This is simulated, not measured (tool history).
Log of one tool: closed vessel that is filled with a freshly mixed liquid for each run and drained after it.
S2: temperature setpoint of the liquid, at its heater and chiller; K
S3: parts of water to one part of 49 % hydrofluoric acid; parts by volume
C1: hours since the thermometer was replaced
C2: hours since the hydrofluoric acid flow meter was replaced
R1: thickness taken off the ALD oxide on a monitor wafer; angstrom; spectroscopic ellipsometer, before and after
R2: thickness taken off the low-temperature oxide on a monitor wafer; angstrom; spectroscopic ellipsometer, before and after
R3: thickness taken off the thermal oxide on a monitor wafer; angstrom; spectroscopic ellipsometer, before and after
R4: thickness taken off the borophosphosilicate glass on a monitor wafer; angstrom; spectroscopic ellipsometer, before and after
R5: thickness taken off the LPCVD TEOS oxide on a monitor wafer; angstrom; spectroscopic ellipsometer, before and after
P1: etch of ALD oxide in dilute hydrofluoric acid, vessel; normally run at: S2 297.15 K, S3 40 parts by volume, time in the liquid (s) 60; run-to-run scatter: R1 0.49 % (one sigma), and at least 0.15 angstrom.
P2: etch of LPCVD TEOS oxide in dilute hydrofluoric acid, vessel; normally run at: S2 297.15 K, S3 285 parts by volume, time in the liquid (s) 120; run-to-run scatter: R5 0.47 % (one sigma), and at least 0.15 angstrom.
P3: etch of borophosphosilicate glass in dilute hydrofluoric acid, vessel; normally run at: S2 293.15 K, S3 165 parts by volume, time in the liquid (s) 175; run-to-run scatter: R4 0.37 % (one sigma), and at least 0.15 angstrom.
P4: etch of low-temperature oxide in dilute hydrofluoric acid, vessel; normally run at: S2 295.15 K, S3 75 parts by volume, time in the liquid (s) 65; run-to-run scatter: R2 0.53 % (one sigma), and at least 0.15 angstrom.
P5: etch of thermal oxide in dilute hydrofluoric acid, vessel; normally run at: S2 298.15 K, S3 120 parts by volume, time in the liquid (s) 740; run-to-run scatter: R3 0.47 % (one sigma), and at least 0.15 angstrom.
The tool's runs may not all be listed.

{"run": 1, "hour": 15.4, "process that ran": "P1", "S2": 297.15, "S3": 40, "time in the liquid (s)": 60, "C1": 872.9, "C2": 488.7, "R1": 246.57}
{"run": 2, "hour": 30.6, "process that ran": "P4", "S2": 295.15, "S3": 75, "time in the liquid (s)": 30, "C1": 888.1, "C2": 503.9, "R2": 43.28}
{"run": 3, "hour": 43.9, "process that ran": "P4", "S2": 290.15, "S3": 75, "time in the liquid (s)": 65, "C1": 901.4, "C2": 517.2, "R2": 77.208}
{"run": 4, "hour": 59.0, "process that ran": "P1", "S2": 297.15, "S3": 40, "time in the liquid (s)": 60, "C1": 916.5, "C2": 532.3, "R1": 246.24}
{"run": 5, "hour": 75.1, "process that ran": "P5", "S2": 293.15, "S3": 120, "time in the liquid (s)": 740, "C1": 932.6, "C2": 548.4, "R3": 233.34}
{"run": 6, "hour": 83.4, "process that ran": "P3", "S2": 290.15, "S3": 165, "time in the liquid (s)": 175, "C1": 940.9, "C2": 556.7, "R4": 414.64}
{"run": 7, "hour": 93.2, "process that ran": "P2", "S2": 291.15, "S3": 285, "time in the liquid (s)": 120, "C1": 950.7, "C2": 566.5, "R5": 153.6}
{"run": 8, "hour": 105.6, "process that ran": "P5", "S2": 298.15, "S3": 120, "time in the liquid (s)": 740, "C1": 963.1, "C2": 578.9, "R3": 283.41}
{"run": 9, "hour": 124.2, "process that ran": "P3", "S2": 293.15, "S3": 165, "time in the liquid (s)": 30, "C1": 981.7, "C2": 597.5, "R4": 80.272}
{"run": 10, "hour": 134.7, "process that ran": "P1", "S2": 305.15, "S3": 40, "time in the liquid (s)": 60, "C1": 992.2, "C2": 608, "R1": 340.75}
{"run": 11, "hour": 144.1, "process that ran": "P1", "S2": 297.15, "S3": 40, "time in the liquid (s)": 60, "C1": 1001.6, "C2": 617.4, "R1": 247.99}
{"run": 12, "hour": 160.0, "process that ran": "P2", "S2": 297.15, "S3": 515, "time in the liquid (s)": 120, "C1": 1017.5, "C2": 633.3, "R5": 85.227}
{"run": 13, "hour": 170.6, "process that ran": "P1", "S2": 297.15, "S3": 40, "time in the liquid (s)": 30, "C1": 1028.1, "C2": 643.9, "R1": 122.78}
{"run": 14, "hour": 179.5, "process that ran": "P1", "S2": 297.15, "S3": 60, "time in the liquid (s)": 60, "C1": 1037, "C2": 652.8, "R1": 159.8}
{"run": 15, "hour": 191.4, "process that ran": "P3", "S2": 293.15, "S3": 70, "time in the liquid (s)": 175, "C1": 1048.9, "C2": 664.7, "R4": 1229}
{"run": 16, "hour": 206.7, "process that ran": "P1", "S2": 297.15, "S3": 40, "time in the liquid (s)": 60, "C1": 1064.2, "C2": 680, "R1": 249.29}
{"run": 17, "hour": 222.1, "process that ran": "P1", "S2": 290.65, "S3": 40, "time in the liquid (s)": 60, "C1": 1079.6, "C2": 695.4, "R1": 188.2}
{"hour": 222.6, "done": "hydrofluoric acid flow meter replaced"}
{"run": 18, "hour": 236.8, "process that ran": "P1", "S2": 297.15, "S3": 40, "time in the liquid (s)": 60, "C1": 1094.3, "C2": 14.2, "R1": 246.68}
{"run": 19, "hour": 254.0, "process that ran": "P4", "S2": 295.15, "S3": 75, "time in the liquid (s)": 65, "C1": 1111.5, "C2": 31.4, "R2": 93.57}
{"run": 20, "hour": 267.8, "process that ran": "P1", "S2": 297.15, "S3": 20, "time in the liquid (s)": 60, "C1": 1125.3, "C2": 45.2, "R1": 504.21}
{"run": 21, "hour": 286.4, "process that ran": "P2", "S2": 297.15, "S3": 285, "time in the liquid (s)": 30, "C1": 1143.9, "C2": 63.8, "R5": 47.697}
{"run": 22, "hour": 299.0, "process that ran": "P5", "S2": 298.15, "S3": 120, "time in the liquid (s)": 1395, "C1": 1156.5, "C2": 76.4, "R3": 529.67}
{"run": 23, "hour": 312.0, "process that ran": "P2", "S2": 297.15, "S3": 285, "time in the liquid (s)": 120, "C1": 1169.5, "C2": 89.4, "R5": 191.05}
{"run": 24, "hour": 320.1, "process that ran": "P5", "S2": 298.15, "S3": 75, "time in the liquid (s)": 740, "C1": 1177.6, "C2": 97.5, "R3": 480.63}
{"run": 25, "hour": 331.5, "process that ran": "P3", "S2": 293.15, "S3": 165, "time in the liquid (s)": 175, "C1": 1189, "C2": 108.9, "R4": 465.04}
{"run": 26, "hour": 348.1, "process that ran": "P1", "S2": 297.15, "S3": 40, "time in the liquid (s)": 95, "C1": 1205.6, "C2": 125.5, "R1": 393.53}
{"run": 27, "hour": 365.6, "process that ran": "P2", "S2": 297.15, "S3": 285, "time in the liquid (s)": 120, "C1": 1223.1, "C2": 143, "R5": 191.54}
{"run": 28, "hour": 378.4, "process that ran": "P1", "S2": 303.65, "S3": 60, "time in the liquid (s)": 60, "C1": 1235.9, "C2": 155.8, "R1": 208.74}
{"run": 29, "hour": 396.9, "process that ran": "P1", "S2": 297.15, "S3": 40, "time in the liquid (s)": 60, "C1": 1254.4, "C2": 174.3, "R1": 246.94}
{"run": 30, "hour": 405.4, "process that ran": "P4", "S2": 295.15, "S3": 20, "time in the liquid (s)": 65, "C1": 1262.9, "C2": 182.8, "R2": 381.89}
{"run": 31, "hour": 418.1, "process that ran": "P1", "S2": 297.15, "S3": 40, "time in the liquid (s)": 60, "C1": 1275.6, "C2": 195.5, "R1": 246.29}
{"run": 32, "hour": 431.3, "process that ran": "P1", "S2": 297.15, "S3": 40, "time in the liquid (s)": 60, "C1": 1288.8, "C2": 208.7, "R1": 253.27}
{"run": 33, "hour": 447.0, "process that ran": "P1", "S2": 297.15, "S3": 40, "time in the liquid (s)": 60, "C1": 1304.5, "C2": 224.4, "R1": 257.83}
{"run": 34, "hour": 460.5, "process that ran": "P1", "S2": 297.15, "S3": 40, "time in the liquid (s)": 60, "C1": 1318, "C2": 237.9, "R1": 258.73}
{"run": 35, "hour": 470.5, "process that ran": "P1", "S2": 297.15, "S3": 40, "time in the liquid (s)": 60, "C1": 1328, "C2": 247.9, "R1": 260.08}
{"run": 36, "hour": 488.5, "process that ran": "P1", "S2": 297.15, "S3": 40, "time in the liquid (s)": 60, "C1": 1346, "C2": 265.9, "R1": 262.2}
{"run": 37, "hour": 504.4, "process that ran": "P1", "S2": 297.15, "S3": 40, "time in the liquid (s)": 60, "C1": 1361.9, "C2": 281.8, "R1": 262.74}
{"run": 38, "hour": 515.9, "process that ran": "P1", "S2": 297.15, "S3": 40, "time in the liquid (s)": 60, "C1": 1373.4, "C2": 293.3, "R1": 262.63}
{"run": 39, "hour": 531.5, "process that ran": "P1", "S2": 297.15, "S3": 40, "time in the liquid (s)": 60, "C1": 1389, "C2": 308.9, "R1": 265.64}
{"run": 40, "hour": 548.2, "process that ran": "P1", "S2": 297.15, "S3": 40, "time in the liquid (s)": 60, "C1": 1405.7, "C2": 325.6, "R1": 261.4}

What P1 gives has crept away from where it was. These 2 causes fit the log equally well, each at the size given:
A: hydrofluoric acid flow above the setpoint (%) = 6.45
B: liquid hotter than its thermometer reads (K) = 1.6
The creep began at about hour 418.1.

4 check runs are offered, one wafer each, their results left as question marks. Which one tells the causes apart?
{"run": "check 1", "hour": 564.9, "process that ran": "P5", "S2": 298.15, "S3": 85, "time in the liquid (s)": 1225, "R3": "?"}
{"run": "check 2", "hour": 564.9, "process that ran": "P3", "S2": 290.15, "S3": 165, "time in the liquid (s)": 50, "R4": "?"}
{"run": "check 3", "hour": 564.9, "process that ran": "P2", "S2": 297.15, "S3": 485, "time in the liquid (s)": 120, "R5": "?"}
{"run": "check 4", "hour": 564.9, "process that ran": "P4", "S2": 290.65, "S3": 75, "time in the liquid (s)": 30, "R2": "?"}

What each check would give under each cause:
check=check_1 result=R3 if_A=742.37 if_B=737.88
check=check_2 result=R4 if_A=127.28 if_B=126.31
check=check_3 result=R5 if_A=102.05 if_B=98.277
check=check_4 result=R2 if_A=38.49 if_B=38.503
How far apart the two closest causes lie, in the result that separates them most: check 1 0.61 %; check 2 0.76 %; check 3 3.77 %; check 4 0.03 %
Check 3 tells the causes apart: in the others they would give nearly the same result.

Then check 3 was run and gave: R5 101.79 angstrom. Which cause is it?

It is A: hydrofluoric acid flow above the setpoint (%).
